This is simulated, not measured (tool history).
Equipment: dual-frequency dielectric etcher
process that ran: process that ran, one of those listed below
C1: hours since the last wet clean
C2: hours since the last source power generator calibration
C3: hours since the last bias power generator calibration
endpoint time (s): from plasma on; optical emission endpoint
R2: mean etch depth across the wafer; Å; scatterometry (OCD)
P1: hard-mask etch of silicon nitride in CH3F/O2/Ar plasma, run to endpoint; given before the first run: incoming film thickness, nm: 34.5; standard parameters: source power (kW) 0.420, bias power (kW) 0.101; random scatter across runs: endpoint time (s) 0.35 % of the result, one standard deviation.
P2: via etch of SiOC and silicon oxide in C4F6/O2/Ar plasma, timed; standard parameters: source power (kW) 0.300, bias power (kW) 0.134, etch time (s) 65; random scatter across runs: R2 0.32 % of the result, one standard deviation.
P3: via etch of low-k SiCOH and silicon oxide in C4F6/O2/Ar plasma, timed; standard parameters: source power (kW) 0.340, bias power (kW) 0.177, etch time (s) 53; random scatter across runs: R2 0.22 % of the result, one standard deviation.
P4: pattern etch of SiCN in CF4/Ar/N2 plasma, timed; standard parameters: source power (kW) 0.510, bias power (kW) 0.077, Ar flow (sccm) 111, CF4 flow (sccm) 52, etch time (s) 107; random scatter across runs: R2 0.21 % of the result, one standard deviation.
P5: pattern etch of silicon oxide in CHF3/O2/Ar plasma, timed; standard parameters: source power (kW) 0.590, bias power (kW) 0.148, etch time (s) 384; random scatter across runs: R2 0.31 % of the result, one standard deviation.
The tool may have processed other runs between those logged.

Run 1, hour 5.7: process that ran P1, source power (kW) 0.420, bias power (kW) 0.101; C1 169.2; C2 1821.9; C3 1946.4. Result: endpoint time (s) 41.972.
Run 2, hour 11.3: process that ran P1, source power (kW) 0.420, bias power (kW) 0.101; C1 174.8; C2 1827.5; C3 1952.0. Result: endpoint time (s) 41.939.
Run 3, hour 15.1: process that ran P1, source power (kW) 0.330, bias power (kW) 0.135; C1 178.6; C2 1831.3; C3 1955.8. Result: endpoint time (s) 41.018.
Run 4, hour 19.1: process that ran P3, source power (kW) 0.340, bias power (kW) 0.177, etch time (s) 53; C1 182.6; C2 1835.3; C3 1959.8. Result: R2 1370.20 Å.
Run 5, hour 23.0: process that ran P4, source power (kW) 0.510, bias power (kW) 0.077, etch time (s) 107, Ar flow (sccm) 68, CF4 flow (sccm) 52; C1 186.5; C2 1839.2; C3 1963.7. Result: R2 1051.50 Å.
Run 6, hour 30.3: process that ran P4, source power (kW) 0.510, bias power (kW) 0.077, etch time (s) 149, Ar flow (sccm) 111, CF4 flow (sccm) 52; C1 193.8; C2 1846.5; C3 1971.0. Result: R2 1361.80 Å.
At hour 30.7: source power generator calibrated.
Run 7, hour 38.9: process that ran P1, source power (kW) 0.520, bias power (kW) 0.101; C1 202.4; C2 8.2; C3 1979.6. Result: endpoint time (s) 38.771.
Run 8, hour 47.3: process that ran P3, source power (kW) 0.340, bias power (kW) 0.107, etch time (s) 53; C1 210.8; C2 16.6; C3 1988.0. Result: R2 1178.10 Å.
Run 9, hour 54.0: process that ran P4, source power (kW) 0.510, bias power (kW) 0.077, etch time (s) 107, Ar flow (sccm) 111, CF4 flow (sccm) 52; C1 217.5; C2 23.3; C3 1994.7. Result: R2 975.19 Å.
Run 10, hour 59.0: process that ran P1, source power (kW) 0.300, bias power (kW) 0.133; C1 222.5; C2 28.3; C3 1999.7. Result: endpoint time (s) 42.850.
Run 11, hour 63.2: process that ran P4, source power (kW) 0.510, bias power (kW) 0.105, etch time (s) 107, Ar flow (sccm) 111, CF4 flow (sccm) 52; C1 226.7; C2 32.5; C3 2003.9. Result: R2 1100.70 Å.
Run 12, hour 71.2: process that ran P4, source power (kW) 0.510, bias power (kW) 0.077, etch time (s) 107, Ar flow (sccm) 111, CF4 flow (sccm) 65; C1 234.7; C2 40.5; C3 2011.9. Result: R2 1008.80 Å.
Run 13, hour 75.4: process that ran P4, source power (kW) 0.380, bias power (kW) 0.077, etch time (s) 107, Ar flow (sccm) 111, CF4 flow (sccm) 52; C1 238.9; C2 44.7; C3 2016.1. Result: R2 758.69 Å.
Run 14, hour 79.7: process that ran P1, source power (kW) 0.490, bias power (kW) 0.080; C1 243.2; C2 49.0; C3 2020.4. Result: endpoint time (s) 43.028.
Run 15, hour 87.2: process that ran P1, source power (kW) 0.260, bias power (kW) 0.101; C1 250.7; C2 56.5; C3 2027.9. Result: endpoint time (s) 50.478.
Run 16, hour 96.0: process that ran P5, source power (kW) 0.590, bias power (kW) 0.148, etch time (s) 384; C1 259.5; C2 65.3; C3 2036.7. Result: R2 7101.40 Å.
Run 17, hour 101.6: process that ran P1, source power (kW) 0.420, bias power (kW) 0.122; C1 265.1; C2 70.9; C3 2042.3. Result: endpoint time (s) 39.119.
Run 18, hour 106.0: process that ran P3, source power (kW) 0.340, bias power (kW) 0.177, etch time (s) 35; C1 269.5; C2 75.3; C3 2046.7. Result: R2 904.74 Å.
Run 19, hour 112.8: process that ran P1, source power (kW) 0.420, bias power (kW) 0.101; C1 276.3; C2 82.1; C3 2053.5. Result: endpoint time (s) 42.129.
Run 20, hour 121.6: process that ran P5, source power (kW) 0.590, bias power (kW) 0.148, etch time (s) 211; C1 285.1; C2 90.9; C3 2062.3. Result: R2 3926.30 Å.
Run 21, hour 125.8: process that ran P2, source power (kW) 0.300, bias power (kW) 0.095, etch time (s) 65; C1 289.3; C2 95.1; C3 2066.5. Result: R2 545.26 Å.
Run 22, hour 132.1: process that ran P2, source power (kW) 0.300, bias power (kW) 0.134, etch time (s) 88; C1 295.6; C2 101.4; C3 2072.8. Result: R2 818.86 Å.
Run 23, hour 138.0: process that ran P2, source power (kW) 0.300, bias power (kW) 0.134, etch time (s) 65; C1 301.5; C2 107.3; C3 2078.7. Result: R2 599.92 Å.
Run 24, hour 143.3: process that ran P2, source power (kW) 0.410, bias power (kW) 0.134, etch time (s) 65; C1 306.8; C2 112.6; C3 2084.0. Result: R2 680.08 Å.
Run 25, hour 151.9: process that ran P1, source power (kW) 0.420, bias power (kW) 0.061; C1 315.4; C2 121.2; C3 2092.6. Result: endpoint time (s) 50.064.
Run 26, hour 160.5: process that ran P5, source power (kW) 0.400, bias power (kW) 0.148, etch time (s) 384; C1 324.0; C2 129.8; C3 2101.2. Result: R2 6133.60 Å.
Run 27, hour 168.1: process that ran P1, source power (kW) 0.420, bias power (kW) 0.101; C1 331.6; C2 137.4; C3 2108.8. Result: endpoint time (s) 42.081.
Run 28, hour 172.0: process that ran P3, source power (kW) 0.270, bias power (kW) 0.177, etch time (s) 53; C1 335.5; C2 141.3; C3 2112.7. Result: R2 1250.00 Å.
Run 29, hour 178.7: process that ran P3, source power (kW) 0.340, bias power (kW) 0.177, etch time (s) 53; C1 342.2; C2 148.0; C3 2119.4. Result: R2 1370.00 Å.
Run 30, hour 184.2: process that ran P5, source power (kW) 0.590, bias power (kW) 0.114, etch time (s) 384; C1 347.7; C2 153.5; C3 2124.9. Result: R2 6516.90 Å.
Run 31, hour 192.0: process that ran P5, source power (kW) 0.590, bias power (kW) 0.148, etch time (s) 384; C1 355.5; C2 161.3; C3 2132.7. Result: R2 7101.50 Å.
Run 32, hour 197.1: process that ran P1, source power (kW) 0.420, bias power (kW) 0.101; C1 360.6; C2 166.4; C3 2137.8. Result: endpoint time (s) 41.906.
Run 33, hour 203.6: process that ran P1, source power (kW) 0.420, bias power (kW) 0.101; C1 367.1; C2 172.9; C3 2144.3. Result: endpoint time (s) 41.686.
Run 34, hour 210.1: process that ran P1, source power (kW) 0.420, bias power (kW) 0.101; C1 373.6; C2 179.4; C3 2150.8. Result: endpoint time (s) 41.686.
Run 35, hour 218.2: process that ran P1, source power (kW) 0.420, bias power (kW) 0.101; C1 381.7; C2 187.5; C3 2158.9. Result: endpoint time (s) 41.437.
Run 36, hour 225.0: process that ran P1, source power (kW) 0.420, bias power (kW) 0.101; C1 388.5; C2 194.3; C3 2165.7. Result: endpoint time (s) 41.610.
Run 37, hour 229.2: process that ran P1, source power (kW) 0.420, bias power (kW) 0.101; C1 392.7; C2 198.5; C3 2169.9. Result: endpoint time (s) 41.388.
Run 38, hour 233.2: process that ran P1, source power (kW) 0.420, bias power (kW) 0.101; C1 396.7; C2 202.5; C3 2173.9. Result: endpoint time (s) 41.580.
Run 39, hour 239.4: process that ran P1, source power (kW) 0.420, bias power (kW) 0.101; C1 402.9; C2 208.7; C3 2180.1. Result: endpoint time (s) 41.148.
At hour 243.0: wet clean of the chamber.
Run 40, hour 245.5: process that ran P1, source power (kW) 0.420, bias power (kW) 0.101; C1 2.6; C2 214.8; C3 2186.2. Result: endpoint time (s) 41.071.
Run 41, hour 250.7: process that ran P1, source power (kW) 0.420, bias power (kW) 0.101; C1 7.8; C2 220.0; C3 2191.4. Result: endpoint time (s) 41.294.
Run 42, hour 259.4: process that ran P1, source power (kW) 0.420, bias power (kW) 0.101; C1 16.5; C2 228.7; C3 2200.1. Result: endpoint time (s) 41.303.

The output of P1 has drifted from where it used to be. Each of the 2 causes below, taken at the size shown beside it, accounts for the log equally well:
A: bias power that arrives over what is set, % = 4.87
B: source power that arrives over what is set, % = 4.81
At approximately hour 203.6, the process output began to creep.
Ruled out, with reasons:
chamber walls in a state that raises the etch rate, %: serviced at hour 243.0, which brought nothing back

Of the 4 check runs listed below, each run on one wafer and each result written as a question mark, which would let you distinguish the listed causes because they would give clearly different results?
Run check 1, hour 268.1: process that ran P5, source power (kW) 0.590, bias power (kW) 0.148, etch time (s) 384. Result: R2 ?.
Run check 2, hour 268.1: process that ran P2, source power (kW) 0.300, bias power (kW) 0.134, etch time (s) 65. Result: R2 ?.
Run check 3, hour 268.1: process that ran P3, source power (kW) 0.340, bias power (kW) 0.177, etch time (s) 53. Result: R2 ?.
Run check 4, hour 268.1: process that ran P4, source power (kW) 0.510, bias power (kW) 0.077, etch time (s) 107, Ar flow (sccm) 111, CF4 flow (sccm) 52. Result: R2 ?.

Check results expected under each cause:
  check  result     if A     if B
check 1      R2  7199.90  7219.70
check 2      R2   610.85   613.10
check 3      R2  1392.10  1396.30
check 4      R2   992.95  1016.20
Separation of the two closest causes in each check, using whichever result separates them best: check 1 0.27 %; check 2 0.37 %; check 3 0.3 %; check 4 2.32 %
Check 4 tells the causes apart: in the others they would give nearly the same result.

The results of check 4 are: R2 990.41 Å. Based on these, which of the listed causes is it?

The correct cause is A, namely: bias power that arrives over what is set, %.
